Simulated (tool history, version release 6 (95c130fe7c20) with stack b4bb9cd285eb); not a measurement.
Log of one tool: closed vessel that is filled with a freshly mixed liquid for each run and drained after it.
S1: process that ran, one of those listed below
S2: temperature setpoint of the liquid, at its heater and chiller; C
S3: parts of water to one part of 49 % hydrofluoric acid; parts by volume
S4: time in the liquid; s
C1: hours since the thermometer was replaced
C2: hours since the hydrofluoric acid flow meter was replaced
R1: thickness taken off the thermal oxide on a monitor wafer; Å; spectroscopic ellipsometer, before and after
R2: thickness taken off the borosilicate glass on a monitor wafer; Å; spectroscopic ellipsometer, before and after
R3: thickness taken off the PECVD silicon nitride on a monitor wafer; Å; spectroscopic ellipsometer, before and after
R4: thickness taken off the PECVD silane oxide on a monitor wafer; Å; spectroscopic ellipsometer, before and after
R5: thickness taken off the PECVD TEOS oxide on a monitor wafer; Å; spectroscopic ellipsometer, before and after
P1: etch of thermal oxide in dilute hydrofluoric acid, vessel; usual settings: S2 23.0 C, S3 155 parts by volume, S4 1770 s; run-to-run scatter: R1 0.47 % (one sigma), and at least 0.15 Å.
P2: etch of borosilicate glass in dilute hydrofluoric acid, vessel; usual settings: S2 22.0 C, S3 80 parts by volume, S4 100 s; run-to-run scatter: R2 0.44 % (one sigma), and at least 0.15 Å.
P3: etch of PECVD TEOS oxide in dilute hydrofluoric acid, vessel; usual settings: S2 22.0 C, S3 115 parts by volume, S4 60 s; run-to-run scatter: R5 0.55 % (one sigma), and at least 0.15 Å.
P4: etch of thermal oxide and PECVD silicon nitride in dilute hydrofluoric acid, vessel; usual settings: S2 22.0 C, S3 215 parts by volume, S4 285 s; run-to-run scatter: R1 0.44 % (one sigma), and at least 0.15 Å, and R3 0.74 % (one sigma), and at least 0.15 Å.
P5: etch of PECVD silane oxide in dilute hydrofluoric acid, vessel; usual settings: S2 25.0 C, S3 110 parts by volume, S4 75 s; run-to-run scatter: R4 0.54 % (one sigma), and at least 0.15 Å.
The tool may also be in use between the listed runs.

Run 1, hour 12.0: S1 P1, S2 23.0 C, S3 155 parts by volume, S4 1770 s; C1 827.3; C2 583.2. Result: R1 497.270 Å.
Run 2, hour 18.9: S1 P2, S2 22.0 C, S3 80 parts by volume, S4 170 s; C1 834.2; C2 590.1. Result: R2 565.24 Å.
Run 3, hour 30.2: S1 P2, S2 17.0 C, S3 80 parts by volume, S4 100 s; C1 845.5; C2 601.4. Result: R2 273.10 Å.
Run 4, hour 36.9: S1 P1, S2 23.0 C, S3 155 parts by volume, S4 1770 s; C1 852.2; C2 608.1. Result: R1 497.090 Å.
Run 5, hour 45.1: S1 P1, S2 23.0 C, S3 155 parts by volume, S4 1770 s; C1 860.4; C2 616.3. Result: R1 500.890 Å.
Run 6, hour 58.9: S1 P1, S2 23.0 C, S3 35 parts by volume, S4 1770 s; C1 874.2; C2 630.1. Result: R1 2532.000 Å.
Run 7, hour 68.1: S1 P4, S2 22.0 C, S3 350 parts by volume, S4 285 s; C1 883.4; C2 639.3. Result: R1 28.381 Å, R3 18.3980 Å.
Run 8, hour 81.4: S1 P1, S2 18.5 C, S3 155 parts by volume, S4 1770 s; C1 896.7; C2 652.6. Result: R1 413.590 Å.
Run 9, hour 90.7: S1 P5, S2 25.0 C, S3 110 parts by volume, S4 115 s; C1 906.0; C2 661.9. Result: R4 270.54 Å.
Run 10, hour 104.3: S1 P3, S2 22.0 C, S3 115 parts by volume, S4 60 s; C1 919.6; C2 675.5. Result: R5 109.50 Å.
Run 11, hour 119.2: S1 P2, S2 22.0 C, S3 25 parts by volume, S4 100 s; C1 934.5; C2 690.4. Result: R2 1147.80 Å.
Run 12, hour 131.0: S1 P1, S2 27.0 C, S3 215 parts by volume, S4 1770 s; C1 946.3; C2 702.2. Result: R1 387.550 Å.
Run 13, hour 142.7: S1 P1, S2 23.0 C, S3 225 parts by volume, S4 250 s; C1 958.0; C2 713.9. Result: R1 45.163 Å.
Run 14, hour 156.5: S1 P1, S2 23.0 C, S3 155 parts by volume, S4 1770 s; C1 971.8; C2 727.7. Result: R1 498.720 Å.
Run 15, hour 171.5: S1 P5, S2 32.5 C, S3 110 parts by volume, S4 75 s; C1 986.8; C2 742.7. Result: R4 233.49 Å.
Run 16, hour 180.1: S1 P4, S2 22.0 C, S3 215 parts by volume, S4 285 s; C1 995.4; C2 751.3. Result: R1 52.215 Å, R3 29.2850 Å.
Run 17, hour 192.7: S1 P5, S2 25.0 C, S3 25 parts by volume, S4 75 s; C1 1008.0; C2 763.9. Result: R4 863.15 Å.
Run 18, hour 203.9: S1 P2, S2 22.0 C, S3 80 parts by volume, S4 100 s; C1 1019.2; C2 775.1. Result: R2 334.20 Å.
Run 19, hour 217.9: S1 P3, S2 22.0 C, S3 115 parts by volume, S4 95 s; C1 1033.2; C2 789.1. Result: R5 174.63 Å.
Run 20, hour 227.8: S1 P1, S2 23.0 C, S3 155 parts by volume, S4 3235 s; C1 1043.1; C2 799.0. Result: R1 907.620 Å.
Run 21, hour 237.2: S1 P1, S2 23.0 C, S3 280 parts by volume, S4 1770 s; C1 1052.5; C2 808.4. Result: R1 241.920 Å.
Run 22, hour 250.8: S1 P4, S2 22.0 C, S3 215 parts by volume, S4 285 s; C1 1066.1; C2 822.0. Result: R1 51.883 Å, R3 29.1130 Å.
Run 23, hour 263.0: S1 P1, S2 23.0 C, S3 155 parts by volume, S4 725 s; C1 1078.3; C2 834.2. Result: R1 202.760 Å.
Run 24, hour 277.4: S1 P4, S2 22.0 C, S3 215 parts by volume, S4 85 s; C1 1092.7; C2 848.6. Result: R1 15.488 Å, R3 8.5262 Å.

Run 25 comes next. What will it give?
Run 25, hour 290.1: S1 P1, S2 23.0 C, S3 255 parts by volume, S4 940 s; C1 1105.4; C2 861.3. Result: R1 ?.

Run 25 gave R1 144.700 Å.
